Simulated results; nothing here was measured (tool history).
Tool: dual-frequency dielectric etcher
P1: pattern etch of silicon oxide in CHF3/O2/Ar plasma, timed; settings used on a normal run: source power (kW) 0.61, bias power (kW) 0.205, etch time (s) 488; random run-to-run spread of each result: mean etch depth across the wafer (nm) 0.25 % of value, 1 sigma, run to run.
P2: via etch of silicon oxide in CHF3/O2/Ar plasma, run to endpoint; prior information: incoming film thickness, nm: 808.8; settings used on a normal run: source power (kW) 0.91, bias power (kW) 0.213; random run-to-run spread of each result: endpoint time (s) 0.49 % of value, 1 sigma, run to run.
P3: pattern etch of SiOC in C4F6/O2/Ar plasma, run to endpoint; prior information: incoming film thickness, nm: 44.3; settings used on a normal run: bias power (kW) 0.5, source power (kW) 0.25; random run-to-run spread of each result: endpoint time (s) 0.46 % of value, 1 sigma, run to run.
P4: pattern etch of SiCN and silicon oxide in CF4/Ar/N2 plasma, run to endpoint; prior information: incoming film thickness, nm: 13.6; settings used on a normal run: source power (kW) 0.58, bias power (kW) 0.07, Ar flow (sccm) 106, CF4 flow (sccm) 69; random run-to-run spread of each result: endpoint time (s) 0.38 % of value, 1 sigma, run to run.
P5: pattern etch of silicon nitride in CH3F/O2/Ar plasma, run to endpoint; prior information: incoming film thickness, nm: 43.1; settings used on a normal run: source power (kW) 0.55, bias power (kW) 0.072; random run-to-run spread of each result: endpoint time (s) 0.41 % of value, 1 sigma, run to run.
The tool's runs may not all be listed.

run	hour	process that ran	source power (kW)	bias power (kW)	etch time (s)	Ar flow (sccm)	CF4 flow (sccm)	hours since the last wet clean	hours since the last source power generator calibration	hours since the last bias power generator calibration	mean etch depth across the wafer (nm)	endpoint time (s)
1	4.6	P1	0.61	0.205	488			130	2897	2403.4	1006.8	
2	10.7	P1	0.61	0.205	488			136.1	2903.1	2409.5	1001.2	
3	16.9	P1	0.61	0.156	488			142.3	2909.3	2415.7	915.59	
4	24.2	P1	0.61	0.205	488			149.6	2916.6	2423	1002.7	
5	34.1	P4	0.75	0.07		106	69	159.5	2926.5	2432.9		9.9915
6	43.2	P4	0.58	0.096		106	69	168.6	2935.6	2442		11.244
7	50	P5	0.55	0.072				175.4	2942.4	2448.8		54.781
8	56.3	P1	0.61	0.205	602.5			181.7	2948.7	2455.1	1236.9	
9	65.8	P4	0.58	0.07		72	69	191.2	2958.2	2464.6		11.853
10	70.6	P4	0.58	0.07		106	42	196	2963	2469.4		13.6
11	78.9	P1	0.41	0.126	488			204.3	2971.3	2477.7	734.62	
12	89	P2	0.91	0.255				214.4	2981.4	2487.8		303.06
13	94.5	P2	1.1	0.213				219.9	2986.9	2493.3		298.61
14	101.5	P3	0.25	0.405				226.9	2993.9	2500.3		19.072
15	109.4	P5	0.75	0.072				234.8	3001.8	2508.2		48.441
16	119.5	P1	0.61	0.247	488			244.9	3011.9	2518.3	1072.8	
17	125.3	P3	0.18	0.5				250.7	3017.7	2524.1		19.987
18	132.5	P4	0.58	0.07		106	69	257.9	3024.9	2531.3		12.547
19	139	P1	0.8	0.205	488			264.4	3031.4	2537.8	1111.2	
20	146.9	P1	0.61	0.205	488			272.3	3039.3	2545.7	1007.1	
21	157.1	P2	0.91	0.213				282.5	3049.5	2555.9		320.09
22	162	P4	0.58	0.07		106	69	287.4	3054.4	2560.8		12.563
23	168.7	P1	0.61	0.205	321.5			294.1	3061.1	2567.5	659.97	
24	176.4	P1	0.49	0.205	488			301.8	3068.8	2575.2	926.23	
25	183	P5	0.55	0.045				308.4	3075.4	2581.8		63.581
26	193.7	P3	0.25	0.5				319.1	3086.1	2592.5		17.753
27	204.1	P1	0.61	0.205	488			329.5	3096.5	2602.9	1007.8	
28	213.5	P1	0.61	0.205	488			338.9	3105.9	2612.3	1001.4	

Expected results for the next run?
29	220.1	P1	0.61	0.205	488			345.5	3112.5	2618.9	?	

Run 29 measured mean etch depth across the wafer (nm) 1009.3.
